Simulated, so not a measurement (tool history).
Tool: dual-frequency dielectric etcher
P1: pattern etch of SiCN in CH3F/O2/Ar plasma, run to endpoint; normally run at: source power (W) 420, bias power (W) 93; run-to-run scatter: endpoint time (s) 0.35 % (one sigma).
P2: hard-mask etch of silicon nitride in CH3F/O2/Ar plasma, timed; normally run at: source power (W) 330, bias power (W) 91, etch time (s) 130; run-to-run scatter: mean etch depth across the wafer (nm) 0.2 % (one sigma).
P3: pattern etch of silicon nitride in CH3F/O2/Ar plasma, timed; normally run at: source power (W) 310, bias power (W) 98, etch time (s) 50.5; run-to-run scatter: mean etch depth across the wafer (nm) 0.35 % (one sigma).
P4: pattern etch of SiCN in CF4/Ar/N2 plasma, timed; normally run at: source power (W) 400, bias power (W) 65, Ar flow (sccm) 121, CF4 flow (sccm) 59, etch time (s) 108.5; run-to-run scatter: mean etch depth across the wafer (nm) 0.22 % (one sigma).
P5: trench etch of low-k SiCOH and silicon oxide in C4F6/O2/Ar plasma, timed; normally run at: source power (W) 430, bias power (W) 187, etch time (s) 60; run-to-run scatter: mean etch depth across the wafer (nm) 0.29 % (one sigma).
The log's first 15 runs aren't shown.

run	hour	process that ran	source power (W)	bias power (W)	Ar flow (sccm)	CF4 flow (sccm)	etch time (s)	hours since the last wet clean	hours since the last source power generator calibration	hours since the last bias power generator calibration	endpoint time (s)	mean etch depth across the wafer (nm)
16	176	P3	310	69			50.5	284.4	2458	1684.8		31.633
# hour 177.8: wet clean of the chamber
17	189.4	P1	350	76				11.6	2471.4	1698.2	18.149	
18	203.8	P1	420	130				26	2485.8	1712.6	13.939	
19	210.7	P1	420	93				32.9	2492.7	1719.5	15.827	
20	218.9	P5	430	187			40	41.1	2500.9	1727.7		134.49
21	233.3	P5	430	187			60	55.5	2515.3	1742.1		202.54
22	241.4	P3	200	98			50.5	63.6	2523.4	1750.2		30.391
23	249	P4	540	65	121	59	108.5	71.2	2531	1757.8		100.55
24	263.5	P4	400	65	121	43	108.5	85.7	2545.5	1772.3		72.881
25	272	P3	310	98			50.5	94.2	2554	1780.8		35.902
26	280.6	P1	560	93				102.8	2562.6	1789.4	14.174	
27	290.7	P4	400	65	82	59	108.5	112.9	2572.7	1799.5		82.312

Forecast run 28:
28	301.9	P2	450	91			130	124.1	2583.9	1810.7		?

Run 28 gave mean etch depth across the wafer (nm) 101.41.
